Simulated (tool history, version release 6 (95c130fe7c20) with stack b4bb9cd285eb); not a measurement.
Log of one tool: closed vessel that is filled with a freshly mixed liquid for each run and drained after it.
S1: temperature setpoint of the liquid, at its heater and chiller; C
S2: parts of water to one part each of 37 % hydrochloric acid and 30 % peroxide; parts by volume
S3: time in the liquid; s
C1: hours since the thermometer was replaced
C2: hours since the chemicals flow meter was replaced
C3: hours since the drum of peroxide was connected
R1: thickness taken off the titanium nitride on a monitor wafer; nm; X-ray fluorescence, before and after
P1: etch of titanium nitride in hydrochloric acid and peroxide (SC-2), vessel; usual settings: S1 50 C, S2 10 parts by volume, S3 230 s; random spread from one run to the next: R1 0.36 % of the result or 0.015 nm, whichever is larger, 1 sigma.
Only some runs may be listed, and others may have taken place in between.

run    day    S1    S2   S3     C1      C2     C3      R1
  1  0.179    50    10  230  694.3  1220.6  237.8  10.293
  2  0.308    50    10  230  697.4  1223.7  240.9  10.307
  3  0.488    50    10  335  701.7    1228  245.2   15.04
  4  0.596  58.5  15.5  230  704.3  1230.6  247.8   12.24
  5  0.788    50    10   35  708.9  1235.2  252.4  1.5393
  6  0.938    50    10  230  712.5  1238.8    256  10.297
  7  1.088    50    10  230  716.1  1242.4  259.6  10.301
     1.221  -- thermometer replaced
  8  1.238    50    10  230    0.5    1246  263.2  10.393
  9  1.333    50     4  230    2.8  1248.3  265.5   20.47
 10  1.442    50   4.5   40    5.4  1250.9  268.1  3.2679
     1.533  -- new drum of peroxide connected
 11  1.567    50    18  230    8.4  1253.9    0.8  6.1506
 12  1.662    35    10  230   10.7  1256.2    3.1  3.6192
 13  1.762  60.5    10  230   13.1  1258.6    5.5    20.3
 14  1.971    50    10  230   18.1  1263.6   10.5  10.213
 15  2.088    50    10  230   20.9  1266.4   13.3  10.314
 16  2.208    50    10  230   23.8  1269.3   16.2  10.261
 17  2.304    50    10  230   26.1  1271.6   18.5  10.647
 18  2.421    50    10  230   28.9  1274.4   21.3   10.85
 19  2.579    50    10  230   32.7  1278.2   25.1  11.052
 20  2.712    50    10  230   35.9  1281.4   28.3   11.15
 21  2.904    50    10  230   40.5    1286   32.9  11.184
 22  3.017    50    10  230   43.2  1288.7   35.6  11.246

Expected results for the next run?
 23  3.138  50  10  230  46.1  1291.6  38.5   ?

{"run 23": {"R1": 11.227}}

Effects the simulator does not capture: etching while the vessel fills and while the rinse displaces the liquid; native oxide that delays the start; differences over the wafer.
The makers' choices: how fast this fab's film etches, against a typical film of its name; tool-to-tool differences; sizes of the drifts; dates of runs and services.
